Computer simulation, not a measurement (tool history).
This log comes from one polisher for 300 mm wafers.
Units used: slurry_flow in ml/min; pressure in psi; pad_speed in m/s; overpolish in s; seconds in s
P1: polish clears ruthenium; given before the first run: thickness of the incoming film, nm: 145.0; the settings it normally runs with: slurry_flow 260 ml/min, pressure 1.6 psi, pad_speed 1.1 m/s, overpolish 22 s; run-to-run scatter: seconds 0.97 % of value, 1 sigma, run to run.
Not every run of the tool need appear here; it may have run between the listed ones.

run 1 hour=9.4 | slurry_flow=260 pressure=1.6 pad_speed=1.1 overpolish=22 | seconds=135.15
run 2 hour=17.9 | slurry_flow=260 pressure=2.6 pad_speed=1.1 overpolish=22 | seconds=82.492
run 3 hour=23 | slurry_flow=260 pressure=1.6 pad_speed=1.1 overpolish=22 | seconds=134.2
-- hour=29.4 slurry nozzle cleaned
run 4 hour=29.4 | slurry_flow=260 pressure=2.3 pad_speed=1.1 overpolish=12 | seconds=94.572
run 5 hour=33.9 | slurry_flow=260 pressure=1.6 pad_speed=1.1 overpolish=22 | seconds=134.26
run 6 hour=41.3 | slurry_flow=260 pressure=1.6 pad_speed=1.52 overpolish=22 | seconds=95.633
run 7 hour=49.1 | slurry_flow=260 pressure=1.6 pad_speed=0.76 overpolish=22 | seconds=193.7
run 8 hour=53.9 | slurry_flow=260 pressure=1.6 pad_speed=1.1 overpolish=22 | seconds=134.78
run 9 hour=63.1 | slurry_flow=260 pressure=1.6 pad_speed=1.1 overpolish=22 | seconds=134.39
run 10 hour=70.3 | slurry_flow=370 pressure=1.6 pad_speed=1.1 overpolish=22 | seconds=131.65
run 11 hour=75.1 | slurry_flow=260 pressure=1.6 pad_speed=0.84 overpolish=30 | seconds=176.26
run 12 hour=79.7 | slurry_flow=260 pressure=1.6 pad_speed=1.1 overpolish=43 | seconds=134.87
run 13 hour=85.2 | slurry_flow=155 pressure=1.6 pad_speed=1.1 overpolish=22 | seconds=143.9
run 14 hour=90.6 | slurry_flow=260 pressure=1.6 pad_speed=1.1 overpolish=22 | seconds=133.8
run 15 hour=97.8 | slurry_flow=260 pressure=0.7 pad_speed=1.1 overpolish=22 | seconds=309.77
run 16 hour=107.3 | slurry_flow=260 pressure=1.6 pad_speed=1.1 overpolish=7 | seconds=135.05
run 17 hour=115.2 | slurry_flow=260 pressure=1.6 pad_speed=1.1 overpolish=22 | seconds=133.29
run 18 hour=123 | slurry_flow=260 pressure=1.6 pad_speed=1.1 overpolish=22 | seconds=135.46
run 19 hour=127.9 | slurry_flow=260 pressure=1.6 pad_speed=1.1 overpolish=22 | seconds=138.69
run 20 hour=135.3 | slurry_flow=260 pressure=1.6 pad_speed=1.1 overpolish=22 | seconds=139.03
run 21 hour=143.6 | slurry_flow=260 pressure=1.6 pad_speed=1.1 overpolish=22 | seconds=141.3
run 22 hour=151.6 | slurry_flow=260 pressure=1.6 pad_speed=1.1 overpolish=22 | seconds=140.9
run 23 hour=157.5 | slurry_flow=260 pressure=1.6 pad_speed=1.1 overpolish=22 | seconds=140.02
-- hour=159.6 head pressure recalibrated
run 24 hour=162.5 | slurry_flow=260 pressure=1.6 pad_speed=1.1 overpolish=22 | seconds=141.55
run 25 hour=170.1 | slurry_flow=260 pressure=1.6 pad_speed=1.1 overpolish=22 | seconds=140.75
run 26 hour=179.4 | slurry_flow=260 pressure=1.6 pad_speed=1.1 overpolish=22 | seconds=140.96

Something has made what P1 gives creep away from where it was; the 2 causes below, each at its own stated size, fit the log equally well:
A: removal rate lost through wear of the pad, % = 5.07
B: slurry flow missing at the pad, % = 33.8
Onset of the creep was near hour 115.2.
What rules out each remaining cause:
head's pressure below its setpoint, %: serviced at hour 159.6, after the drift had started, without restoring the earlier output

Which of the check runs below tells the causes apart, meaning the causes would give it clearly different results? Each run uses 5 wafers whose results are averaged, and each result is shown as a question mark.
run check 1 hour=188.7 | slurry_flow=260 pressure=0.8 pad_speed=1.38 overpolish=22 | seconds=?
run check 2 hour=188.7 | slurry_flow=155 pressure=1.2 pad_speed=1.1 overpolish=22 | seconds=?
run check 3 hour=188.7 | slurry_flow=260 pressure=1.6 pad_speed=1.1 overpolish=42 | seconds=?
run check 4 hour=188.7 | slurry_flow=260 pressure=1.1 pad_speed=1.1 overpolish=7 | seconds=?

Outcome of each check run for each possible cause:
check=check_1 result=seconds if_A=225.19 if_B=225.19
check=check_2 result=seconds if_A=201.74 if_B=208.28
check=check_3 result=seconds if_A=141.26 if_B=141.25
check=check_4 result=seconds if_A=205.46 if_B=205.46
Separation of the two closest causes in each check, using whichever result separates them best: check 1 0 %; check 2 3.19 %; check 3 0 %; check 4 0 %
Of the check runs offered, only check 2 discriminates between the causes; the rest would read about the same regardless of which cause applies.

Here is what check 2 returned: seconds 200.93 s. Which cause is it?

A is the cause: removal rate lost through wear of the pad, %.
